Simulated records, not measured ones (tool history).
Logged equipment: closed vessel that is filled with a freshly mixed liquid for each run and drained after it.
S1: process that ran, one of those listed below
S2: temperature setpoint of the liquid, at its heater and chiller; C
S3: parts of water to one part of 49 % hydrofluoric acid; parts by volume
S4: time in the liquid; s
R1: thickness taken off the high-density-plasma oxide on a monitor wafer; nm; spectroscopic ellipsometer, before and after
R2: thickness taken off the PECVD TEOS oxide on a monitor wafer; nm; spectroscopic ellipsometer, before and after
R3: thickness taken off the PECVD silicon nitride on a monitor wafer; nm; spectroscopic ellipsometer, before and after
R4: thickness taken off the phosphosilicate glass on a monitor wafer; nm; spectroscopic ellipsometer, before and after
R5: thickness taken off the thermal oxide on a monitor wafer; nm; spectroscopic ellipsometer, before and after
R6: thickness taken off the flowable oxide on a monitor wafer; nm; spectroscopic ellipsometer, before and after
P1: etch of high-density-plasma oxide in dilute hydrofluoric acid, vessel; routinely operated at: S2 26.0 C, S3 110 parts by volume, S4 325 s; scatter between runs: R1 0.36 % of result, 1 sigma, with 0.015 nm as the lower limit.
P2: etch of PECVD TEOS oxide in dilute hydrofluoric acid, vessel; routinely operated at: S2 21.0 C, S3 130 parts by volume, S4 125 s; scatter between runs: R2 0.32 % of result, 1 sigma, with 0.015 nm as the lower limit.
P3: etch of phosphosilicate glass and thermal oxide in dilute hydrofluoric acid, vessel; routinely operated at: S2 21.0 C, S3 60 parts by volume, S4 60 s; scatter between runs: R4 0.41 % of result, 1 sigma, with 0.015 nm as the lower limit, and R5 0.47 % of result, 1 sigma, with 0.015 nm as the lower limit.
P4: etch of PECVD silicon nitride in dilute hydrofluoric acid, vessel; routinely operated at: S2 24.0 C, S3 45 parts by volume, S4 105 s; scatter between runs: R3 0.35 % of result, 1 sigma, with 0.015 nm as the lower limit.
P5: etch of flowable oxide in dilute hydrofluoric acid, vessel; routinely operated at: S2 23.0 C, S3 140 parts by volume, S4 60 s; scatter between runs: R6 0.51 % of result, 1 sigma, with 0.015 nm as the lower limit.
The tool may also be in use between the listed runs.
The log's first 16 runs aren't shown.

run   hour  S1    S2   S3   S4       R1      R2       R3      R4      R5  R6
 17  109.6  P1  26.0  110  515  26.0550
 18  115.3  P2  21.0  130  225           25.334
     116.4  -- thermometer replaced
 19  122.6  P1  26.0  110  325  16.5210
 20  128.6  P2  17.0  130  125           12.032
     129.1  -- hydrofluoric acid flow meter replaced
 21  136.2  P1  26.0  110  325  16.5310
 22  143.0  P1  26.0   65  325  29.7220
 23  147.9  P3  17.0   60   60                            79.752  3.7586
 24  153.3  P3  21.0  110   60                            48.271  2.3190
 25  158.8  P2  21.0   60  125           32.969
 26  165.0  P1  26.0  110  325  16.5520
 27  173.2  P1  26.0  175  325   9.5950
 28  180.1  P1  26.0  110  325  16.3880
 29  184.2  P4  24.0   45  105                    5.9429
 30  192.9  P1  34.0  110  325  22.1300
 31  201.6  P2  21.0  130  125           14.075
 32  207.2  P4  24.0   25  105                   10.4940
 33  211.5  P1  26.0  110  325  16.5030
 34  218.3  P1  26.0  110  325  16.8410

Run 35 is up next; what results do you expect?
 35  223.5  P1  26.0  110  325   ?

R1: 16.9940 nm
